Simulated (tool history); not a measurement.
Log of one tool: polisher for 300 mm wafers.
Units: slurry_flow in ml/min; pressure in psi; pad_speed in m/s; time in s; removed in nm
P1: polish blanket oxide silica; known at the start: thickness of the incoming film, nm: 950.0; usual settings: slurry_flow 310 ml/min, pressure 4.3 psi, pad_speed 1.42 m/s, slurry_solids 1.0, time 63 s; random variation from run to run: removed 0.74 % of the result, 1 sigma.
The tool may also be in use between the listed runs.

run	day	slurry_flow	pressure	pad_speed	slurry_solids	time	wafers polished on this pad	hours since the slurry nozzle was cleaned	hours since the head pressure was calibrated	hours since the slurry blender was calibrated	hours since the conditioning disc was replaced	removed
1	0.583	310	4.3	1.42	1.0	63	949	247.8	980.6	123.2	144.7	296.60
2	1.200	310	4.3	1.42	0.5	63	1035	262.6	995.4	138.0	159.5	203.18
3	1.667	450	4.3	1.42	1.0	63	1100	273.8	1006.6	149.2	170.7	308.36
4	2.383	310	6.4	1.42	1.0	63	1201	291.0	1023.8	166.4	187.9	448.34
5	2.958	310	4.3	1.42	1.0	63	1281	304.8	1037.6	180.2	201.7	296.67
6	3.358	310	4.3	2.22	1.0	63	1338	314.4	1047.2	189.8	211.3	429.57
7	3.925	310	4.3	0.84	1.0	86	1417	328.0	1060.8	203.4	224.9	264.32
8	4.454	310	4.3	1.42	1.0	35	1491	340.7	1073.5	216.1	237.6	166.98
9	5.167	310	4.3	1.42	1.0	63	1591	357.8	1090.6	233.2	254.7	298.25
10	5.867	310	5.6	1.42	1.4	63	1689	374.6	1107.4	250.0	271.5	443.74
11	6.350	310	4.3	1.42	1.0	96	1757	386.2	1119.0	261.6	283.1	450.60
12	6.821	310	2.0	1.42	1.0	63	1823	397.5	1130.3	272.9	294.4	137.93
13	7.183	310	4.3	0.72	1.0	63	1874	406.2	1139.0	281.6	303.1	171.78
14	7.871	310	4.3	1.42	1.0	63	1970	422.7	1155.5	298.1	319.6	298.12
15	8.546	185	4.3	1.42	1.0	63	2065	438.9	1171.7	314.3	335.8	283.49
16	9.221	185	4.3	0.76	1.0	63	2159	455.1	1187.9	330.5	352.0	167.97
17	9.867	310	4.3	1.42	1.4	63	2250	470.6	1203.4	346.0	367.5	344.28
18	10.379	310	4.3	1.42	1.0	63	2321	482.9	1215.7	358.3	379.8	298.12
19	10.917	310	4.3	1.42	1.0	63	2397	495.8	1228.6	371.2	392.7	282.37
20	11.379	310	4.3	1.42	1.0	63	2462	506.9	1239.7	382.3	403.8	276.15
21	11.792	310	4.3	1.42	1.0	63	2519	516.8	1249.6	392.2	413.7	271.11
# day 12.017: conditioning disc replaced and pad reconditioned
22	12.167	310	4.3	1.42	1.0	63	2572	525.8	1258.6	401.2	3.7	272.93
# day 12.404: slurry nozzle cleaned
23	12.583	310	4.3	1.42	1.0	63	2630	4.3	1268.6	411.2	13.7	269.04
24	13.167	310	4.3	1.42	1.0	63	2712	18.3	1282.6	425.2	27.7	266.54
# day 13.204: worn pad replaced by a new one
25	13.754	310	4.3	1.42	1.0	63	77	32.4	1296.7	439.3	41.8	269.60
26	14.179	310	4.3	1.42	1.0	63	137	42.6	1306.9	449.5	52.0	264.62

What P1 gives has crept away from where it was. These 2 causes fit the log equally well, each at the size given:
A: head's pressure below its setpoint, % = 10.1
B: abrasive missing from the slurry, % = 19.9
The creep began at about day 10.379.
Why every other cause is out:
removal rate lost through wear of the pad, %: serviced at day 13.204, which brought nothing back
slurry flow missing at the pad, %: serviced at day 12.404, which brought nothing back
time polished since the conditioner stopped cutting, s: serviced at day 12.017, which brought nothing back

4 check runs are offered, each on 3 wafers whose results are averaged, their results left as question marks. Which one tells the causes apart?
check 1	14.604	310	2.4	1.80	1.00	63						?
check 2	14.604	310	2.5	1.42	1.00	63						?
check 3	14.604	185	4.3	1.42	0.55	63						?
check 4	14.604	425	4.3	0.92	1.00	63						?

What each check would give under each cause:
check	result	if A	if B
check 1	removed	180.37	180.28
check 2	removed	155.42	155.34
check 3	removed	183.90	177.93
check 4	removed	193.41	193.31
How far apart the two closest causes lie, in the result that separates them most: check 1 0.05 %; check 2 0.05 %; check 3 3.3 %; check 4 0.05 %
Only check 3 tells the causes apart: in the others they would give nearly the same result.

Then check 3 was run and gave: removed 178.36 nm. Which cause is it?

It is B: abrasive missing from the slurry, %.

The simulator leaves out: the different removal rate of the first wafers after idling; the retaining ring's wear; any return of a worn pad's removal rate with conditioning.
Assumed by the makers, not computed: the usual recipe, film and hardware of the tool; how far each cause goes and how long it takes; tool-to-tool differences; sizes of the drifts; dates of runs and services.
